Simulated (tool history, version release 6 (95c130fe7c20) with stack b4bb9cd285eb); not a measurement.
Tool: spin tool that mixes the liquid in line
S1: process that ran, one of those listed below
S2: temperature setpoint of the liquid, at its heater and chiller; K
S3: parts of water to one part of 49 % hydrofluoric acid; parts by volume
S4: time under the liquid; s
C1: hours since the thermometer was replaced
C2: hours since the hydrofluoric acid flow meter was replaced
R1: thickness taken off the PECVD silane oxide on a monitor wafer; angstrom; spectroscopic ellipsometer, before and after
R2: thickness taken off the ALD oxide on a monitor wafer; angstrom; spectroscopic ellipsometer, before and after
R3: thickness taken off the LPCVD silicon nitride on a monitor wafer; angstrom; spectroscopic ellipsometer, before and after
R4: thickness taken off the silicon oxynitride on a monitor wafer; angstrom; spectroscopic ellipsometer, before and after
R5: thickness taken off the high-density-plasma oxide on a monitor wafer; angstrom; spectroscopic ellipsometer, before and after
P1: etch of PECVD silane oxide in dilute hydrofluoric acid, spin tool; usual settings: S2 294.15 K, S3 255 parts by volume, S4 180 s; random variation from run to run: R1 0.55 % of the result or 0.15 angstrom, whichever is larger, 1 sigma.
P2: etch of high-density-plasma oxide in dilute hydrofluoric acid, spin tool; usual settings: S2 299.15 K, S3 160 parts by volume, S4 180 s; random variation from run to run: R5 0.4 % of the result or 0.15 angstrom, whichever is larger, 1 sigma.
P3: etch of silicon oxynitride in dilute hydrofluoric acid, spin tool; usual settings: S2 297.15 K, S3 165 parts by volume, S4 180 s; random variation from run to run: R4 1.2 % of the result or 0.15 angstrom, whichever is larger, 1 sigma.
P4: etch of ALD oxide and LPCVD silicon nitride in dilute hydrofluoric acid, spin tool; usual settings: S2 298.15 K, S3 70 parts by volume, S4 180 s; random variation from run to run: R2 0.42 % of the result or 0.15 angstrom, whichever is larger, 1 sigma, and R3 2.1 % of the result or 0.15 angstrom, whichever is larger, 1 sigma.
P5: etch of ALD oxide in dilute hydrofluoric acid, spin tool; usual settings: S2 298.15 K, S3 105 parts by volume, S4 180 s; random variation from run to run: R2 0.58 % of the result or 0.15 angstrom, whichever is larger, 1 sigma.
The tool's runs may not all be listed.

run 1 hour=8.3 | S1=P1 S2=294.15 S3=255 S4=180 | C1=421.8 C2=191.9 | R1=106.2900
run 2 hour=22.0 | S1=P4 S2=290.15 S3=70 S4=180 | C1=435.5 C2=205.6 | R2=243.57 R3=7.2165
run 3 hour=36.2 | S1=P3 S2=297.15 S3=225 S4=180 | C1=449.7 C2=219.8 | R4=11.869
run 4 hour=49.5 | S1=P3 S2=297.15 S3=165 S4=310 | C1=463.0 C2=233.1 | R4=28.479
run 5 hour=58.3 | S1=P3 S2=305.15 S3=165 S4=180 | C1=471.8 C2=241.9 | R4=23.975
run 6 hour=65.2 | S1=P1 S2=298.65 S3=255 S4=80 | C1=478.7 C2=248.8 | R1=55.4350
run 7 hour=78.1 | S1=P2 S2=299.15 S3=280 S4=180 | C1=491.6 C2=261.7 | R5=38.277
run 8 hour=92.4 | S1=P1 S2=294.15 S3=125 S4=70 | C1=505.9 C2=276.0 | R1=95.2940
run 9 hour=104.6 | S1=P4 S2=298.15 S3=105 S4=180 | C1=518.1 C2=288.2 | R2=217.64 R3=8.0996
run 10 hour=117.0 | S1=P5 S2=298.15 S3=105 S4=360 | C1=530.5 C2=300.6 | R2=371.15
run 11 hour=129.5 | S1=P1 S2=290.15 S3=255 S4=180 | C1=543.0 C2=313.1 | R1=91.2800
run 12 hour=142.2 | S1=P1 S2=294.15 S3=45 S4=180 | C1=555.7 C2=325.8 | R1=756.8800
run 13 hour=156.2 | S1=P1 S2=290.15 S3=255 S4=20 | C1=569.7 C2=339.8 | R1=10.0100
run 14 hour=165.9 | S1=P5 S2=305.65 S3=105 S4=180 | C1=579.4 C2=349.5 | R2=244.29
run 15 hour=173.2 | S1=P1 S2=294.15 S3=255 S4=15 | C1=586.7 C2=356.8 | R1=8.9861
run 16 hour=184.0 | S1=P1 S2=294.15 S3=255 S4=270 | C1=597.5 C2=367.6 | R1=158.2700
run 17 hour=193.6 | S1=P2 S2=304.65 S3=160 S4=180 | C1=607.1 C2=377.2 | R5=92.176
run 18 hour=202.7 | S1=P5 S2=298.15 S3=45 S4=180 | C1=616.2 C2=386.3 | R2=471.92
run 19 hour=210.1 | S1=P5 S2=298.15 S3=105 S4=180 | C1=623.6 C2=393.7 | R2=184.34
run 20 hour=219.5 | S1=P2 S2=299.15 S3=160 S4=180 | C1=633.0 C2=403.1 | R5=76.167
run 21 hour=229.4 | S1=P4 S2=298.15 S3=70 S4=180 | C1=642.9 C2=413.0 | R2=340.84 R3=13.0280
run 22 hour=237.0 | S1=P3 S2=297.15 S3=165 S4=180 | C1=650.5 C2=420.6 | R4=16.826
run 23 hour=246.9 | S1=P1 S2=294.15 S3=255 S4=180 | C1=660.4 C2=430.5 | R1=106.5600
run 24 hour=258.2 | S1=P1 S2=294.15 S3=380 S4=180 | C1=671.7 C2=441.8 | R1=62.9740
run 25 hour=268.8 | S1=P5 S2=298.15 S3=105 S4=180 | C1=682.3 C2=452.4 | R2=186.16
run 26 hour=282.0 | S1=P4 S2=298.15 S3=70 S4=180 | C1=695.5 C2=465.6 | R2=340.96 R3=12.4090
run 27 hour=289.9 | S1=P1 S2=297.65 S3=255 S4=180 | C1=703.4 C2=473.5 | R1=119.6900
run 28 hour=301.2 | S1=P2 S2=299.15 S3=160 S4=80 | C1=714.7 C2=484.8 | R5=33.797
run 29 hour=315.6 | S1=P4 S2=298.15 S3=70 S4=300 | C1=729.1 C2=499.2 | R2=565.76 R3=20.7970
run 30 hour=326.6 | S1=P1 S2=294.15 S3=255 S4=180 | C1=740.1 C2=510.2 | R1=105.9600
run 31 hour=336.9 | S1=P1 S2=294.15 S3=255 S4=180 | C1=750.4 C2=520.5 | R1=107.0000
run 32 hour=347.4 | S1=P1 S2=294.15 S3=255 S4=180 | C1=760.9 C2=531.0 | R1=106.5900
run 33 hour=357.0 | S1=P1 S2=294.15 S3=255 S4=180 | C1=770.5 C2=540.6 | R1=103.7100
run 34 hour=369.6 | S1=P1 S2=294.15 S3=255 S4=180 | C1=783.1 C2=553.2 | R1=100.9400
run 35 hour=380.2 | S1=P1 S2=294.15 S3=255 S4=180 | C1=793.7 C2=563.8 | R1=101.6200
run 36 hour=391.8 | S1=P1 S2=294.15 S3=255 S4=180 | C1=805.3 C2=575.4 | R1=99.7640
run 37 hour=405.8 | S1=P1 S2=294.15 S3=255 S4=180 | C1=819.3 C2=589.4 | R1=99.9520
run 38 hour=418.5 | S1=P1 S2=294.15 S3=255 S4=180 | C1=832.0 C2=602.1 | R1=99.8110
run 39 hour=425.7 | S1=P1 S2=294.15 S3=255 S4=180 | C1=839.2 C2=609.3 | R1=100.1400
run 40 hour=438.4 | S1=P1 S2=294.15 S3=255 S4=180 | C1=851.9 C2=622.0 | R1=99.8530
run 41 hour=451.6 | S1=P1 S2=294.15 S3=255 S4=180 | C1=865.1 C2=635.2 | R1=98.3540
run 42 hour=462.1 | S1=P1 S2=294.15 S3=255 S4=180 | C1=875.6 C2=645.7 | R1=100.0600

What P1 gives has crept away from where it was. These 2 causes fit the log equally well, each at the size given:
A: liquid colder than its thermometer reads (K) = 1.93
B: hydrofluoric acid flow below the setpoint (%) = 5.6
The creep began at about hour 347.4.

4 check runs are offered, each on 3 wafers whose results are averaged, their results left as question marks. Which one tells the causes apart?
run check 1 hour=472.6 | S1=P2 S2=299.15 S3=260 S4=180 | R5=?
run check 2 hour=472.6 | S1=P4 S2=290.65 S3=70 S4=180 | R2=? R3=?
run check 3 hour=472.6 | S1=P3 S2=301.65 S3=165 S4=290 | R4=?
run check 4 hour=472.6 | S1=P5 S2=304.65 S3=105 S4=180 | R2=?

What each check would give under each cause:
check=check_1 result=R5 if_A=39.202 if_B=38.971
check=check_2 result=R2 if_A=230.89 if_B=235.81
check=check_2 result=R3 if_A=6.5598 if_B=7.1110
check=check_3 result=R4 if_A=30.163 if_B=30.722
check=check_4 result=R2 if_A=220.22 if_B=221.33
How far apart the two closest causes lie, in the result that separates them most: check 1 0.59 %; check 2 8.07 %; check 3 1.84 %; check 4 0.51 %
Check 2 tells the causes apart: in the others they would give nearly the same result.

Check 2 was then run and gave: R2 235.07 angstrom; R3 7.2064 angstrom. Which cause is it?

It is B: hydrofluoric acid flow below the setpoint (%).
